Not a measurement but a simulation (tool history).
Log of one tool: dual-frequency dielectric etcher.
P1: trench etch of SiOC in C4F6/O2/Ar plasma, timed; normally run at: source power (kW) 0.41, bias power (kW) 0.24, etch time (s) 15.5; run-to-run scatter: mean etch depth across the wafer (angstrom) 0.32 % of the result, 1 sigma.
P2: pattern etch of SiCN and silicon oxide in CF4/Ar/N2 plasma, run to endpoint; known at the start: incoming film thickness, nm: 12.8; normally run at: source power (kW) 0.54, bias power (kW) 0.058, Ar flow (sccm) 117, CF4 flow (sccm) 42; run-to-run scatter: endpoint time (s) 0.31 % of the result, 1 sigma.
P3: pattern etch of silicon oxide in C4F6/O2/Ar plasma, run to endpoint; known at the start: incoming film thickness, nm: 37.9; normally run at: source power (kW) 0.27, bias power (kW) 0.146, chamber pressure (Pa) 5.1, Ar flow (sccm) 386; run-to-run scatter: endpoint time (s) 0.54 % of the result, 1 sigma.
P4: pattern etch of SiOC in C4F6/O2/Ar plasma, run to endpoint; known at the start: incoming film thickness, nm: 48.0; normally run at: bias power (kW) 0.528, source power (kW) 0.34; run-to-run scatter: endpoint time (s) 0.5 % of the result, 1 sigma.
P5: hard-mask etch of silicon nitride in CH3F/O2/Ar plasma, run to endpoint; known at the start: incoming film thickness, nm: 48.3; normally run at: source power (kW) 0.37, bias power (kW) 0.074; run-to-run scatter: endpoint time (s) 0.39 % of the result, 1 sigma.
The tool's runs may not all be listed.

| run | hour | process that ran | source power (kW) | bias power (kW) | etch time (s) | chamber pressure (Pa) | Ar flow (sccm) | CF4 flow (sccm) | hours since the last wet clean | hours since the last source power generator calibration | hours since the last bias power generator calibration | mean etch depth across the wafer (angstrom) | endpoint time (s) |
|---|---|---|---|---|---|---|---|---|---|---|---|---|---|
| 1 | 8.2 | P1 | 0.41 | 0.24 | 15.5 |  |  |  | 197.5 | 664.8 | 250.5 | 361.32 |  |
| 2 | 14.5 | P5 | 0.37 | 0.057 |  |  |  |  | 203.8 | 671.1 | 256.8 |  | 80.356 |
| 3 | 24.7 | P3 | 0.27 | 0.101 |  | 5.1 | 386 |  | 214 | 681.3 | 267 |  | 18.396 |
| 4 | 31.8 | P1 | 0.41 | 0.15 | 15.5 |  |  |  | 221.1 | 688.4 | 274.1 | 312.46 |  |
| 5 | 43.1 | P4 | 0.34 | 0.376 |  |  |  |  | 232.4 | 699.7 | 285.4 |  | 19.041 |
| 6 | 53.3 | P1 | 0.26 | 0.24 | 21 |  |  |  | 242.6 | 709.9 | 295.6 | 411.87 |  |
| 7 | 61.6 | P1 | 0.56 | 0.24 | 15.5 |  |  |  | 250.9 | 718.2 | 303.9 | 407.2 |  |
| 8 | 69.2 | P1 | 0.41 | 0.24 | 19.5 |  |  |  | 258.5 | 725.8 | 311.5 | 456.49 |  |
| 9 | 81.5 | P2 | 0.41 | 0.058 |  |  | 117 | 42 | 270.8 | 738.1 | 323.8 |  | 18.96 |
| 10 | 93.2 | P1 | 0.41 | 0.24 | 15.5 |  |  |  | 282.5 | 749.8 | 335.5 | 363.47 |  |
| 11 | 103.4 | P2 | 0.54 | 0.058 |  |  | 117 | 42 | 292.7 | 760 | 345.7 |  | 14.829 |
| 12 | 113 | P4 | 0.34 | 0.528 |  |  |  |  | 302.3 | 769.6 | 355.3 |  | 16.767 |
| 13 | 124.7 | P4 | 0.45 | 0.528 |  |  |  |  | 314 | 781.3 | 367 |  | 15.208 |
| 14 | 131.1 | P3 | 0.27 | 0.146 |  | 5.1 | 386 |  | 320.4 | 787.7 | 373.4 |  | 16.438 |
| 15 | 141.5 | P2 | 0.54 | 0.058 |  |  | 95 | 42 | 330.8 | 798.1 | 383.8 |  | 14.349 |
| 16 | 147.9 | P3 | 0.27 | 0.146 |  | 5.1 | 280 |  | 337.2 | 804.5 | 390.2 |  | 15.943 |
| 17 | 155.3 | P3 | 0.38 | 0.146 |  | 5.1 | 386 |  | 344.6 | 811.9 | 397.6 |  | 14.328 |
| 18 | 163.6 | P1 | 0.41 | 0.24 | 15.5 |  |  |  | 352.9 | 820.2 | 405.9 | 362.76 |  |
| 19 | 170.5 | P2 | 0.54 | 0.058 |  |  | 117 | 55 | 359.8 | 827.1 | 412.8 |  | 14.158 |
| 20 | 181.9 | P3 | 0.27 | 0.146 |  | 6.4 | 386 |  | 371.2 | 838.5 | 424.2 |  | 17.016 |
| 21 | 194.6 | P3 | 0.27 | 0.146 |  | 5.1 | 386 |  | 383.9 | 851.2 | 436.9 |  | 16.387 |
| 22 | 208.7 | P1 | 0.41 | 0.314 | 15.5 |  |  |  | 398 | 865.3 | 451 | 395.25 |  |
| 23 | 214.9 | P5 | 0.22 | 0.074 |  |  |  |  | 404.2 | 871.5 | 457.2 |  | 88.98 |
| 24 | 228.9 | P1 | 0.52 | 0.24 | 19.5 |  |  |  | 418.2 | 885.5 | 471.2 | 497.13 |  |
| 25 | 237.3 | P1 | 0.41 | 0.24 | 10 |  |  |  | 426.6 | 893.9 | 479.6 | 232.87 |  |
| 26 | 245.7 | P1 | 0.27 | 0.24 | 15.5 |  |  |  | 435 | 902.3 | 488 | 309.17 |  |
| 27 | 259 | P2 | 0.54 | 0.037 |  |  | 117 | 42 | 448.3 | 915.6 | 501.3 |  | 17.333 |
| 28 | 267.4 | P1 | 0.41 | 0.24 | 15.5 |  |  |  | 456.7 | 924 | 509.7 | 360.5 |  |
| 29 | 275.8 | P1 | 0.41 | 0.24 | 15.5 |  |  |  | 465.1 | 932.4 | 518.1 | 361.83 |  |
| 30 | 284.8 | P4 | 0.34 | 0.528 |  |  |  |  | 474.1 | 941.4 | 527.1 |  | 16.823 |
| 31 | 296.9 | P5 | 0.37 | 0.074 |  |  |  |  | 486.2 | 953.5 | 539.2 |  | 72.465 |
| 32 | 303.8 | P1 | 0.41 | 0.24 | 15.5 |  |  |  | 493.1 | 960.4 | 546.1 | 361.85 |  |
| 33 | 313 | P1 | 0.41 | 0.24 | 15.5 |  |  |  | 502.3 | 969.6 | 555.3 | 360.91 |  |
| 34 | 325.5 | P1 | 0.41 | 0.24 | 15.5 |  |  |  | 514.8 | 982.1 | 567.8 | 357.66 |  |
| 35 | 334.2 | P1 | 0.41 | 0.24 | 15.5 |  |  |  | 523.5 | 990.8 | 576.5 | 359.12 |  |
| 36 | 347 | P1 | 0.41 | 0.24 | 15.5 |  |  |  | 536.3 | 1003.6 | 589.3 | 360.01 |  |
| 37 | 358.5 | P1 | 0.41 | 0.24 | 15.5 |  |  |  | 547.8 | 1015.1 | 600.8 | 355.28 |  |
|  | 364.8 | wet clean of the chamber |
| 38 | 372.4 | P1 | 0.41 | 0.24 | 15.5 |  |  |  | 7.6 | 1029 | 614.7 | 356.28 |  |
| 39 | 380.3 | P1 | 0.41 | 0.24 | 15.5 |  |  |  | 15.5 | 1036.9 | 622.6 | 356.59 |  |
| 40 | 387.7 | P1 | 0.41 | 0.24 | 15.5 |  |  |  | 22.9 | 1044.3 | 630 | 356.92 |  |
| 41 | 395.6 | P1 | 0.41 | 0.24 | 15.5 |  |  |  | 30.8 | 1052.2 | 637.9 | 356.57 |  |
| 42 | 405.7 | P1 | 0.41 | 0.24 | 15.5 |  |  |  | 40.9 | 1062.3 | 648 | 357.28 |  |

What P1 gives has crept away from where it was. These 2 causes fit the log equally well, each at the size given:
A: bias power that arrives under what is set, % = 4.74
B: source power that arrives under what is set, % = 4.14
The creep began at about hour 303.8.
Why every other cause is out:
chamber walls in a state that lowers the etch rate, %: serviced at hour 364.8, which brought nothing back

4 check runs are offered, each on 2 wafers whose results are averaged, their results left as question marks. Which one tells the causes apart?
| check 1 | 415.8 | P2 | 0.54 | 0.058 |  |  | 100 | 51 |  |  |  |  | ? |
| check 2 | 415.8 | P3 | 0.36 | 0.12 |  | 5.1 | 386 |  |  |  |  |  | ? |
| check 3 | 415.8 | P4 | 0.44 | 0.452 |  |  |  |  |  |  |  |  | ? |
| check 4 | 415.8 | P5 | 0.24 | 0.064 |  |  |  |  |  |  |  |  | ? |

What each check would give under each cause:
| check | result | if A | if B |
|---|---|---|---|
| check 1 | endpoint time (s) | 14.198 | 14.502 |
| check 2 | endpoint time (s) | 15.834 | 15.88 |
| check 3 | endpoint time (s) | 16.452 | 16.419 |
| check 4 | endpoint time (s) | 91.841 | 91.766 |
How far apart the two closest causes lie, in the result that separates them most: check 1 2.12 %; check 2 0.29 %; check 3 0.2 %; check 4 0.08 %
Check 1 tells the causes apart: in the others they would give nearly the same result.

Then check 1 was run and gave: endpoint time (s) 14.167. Which cause is it?

It is A: bias power that arrives under what is set, %.

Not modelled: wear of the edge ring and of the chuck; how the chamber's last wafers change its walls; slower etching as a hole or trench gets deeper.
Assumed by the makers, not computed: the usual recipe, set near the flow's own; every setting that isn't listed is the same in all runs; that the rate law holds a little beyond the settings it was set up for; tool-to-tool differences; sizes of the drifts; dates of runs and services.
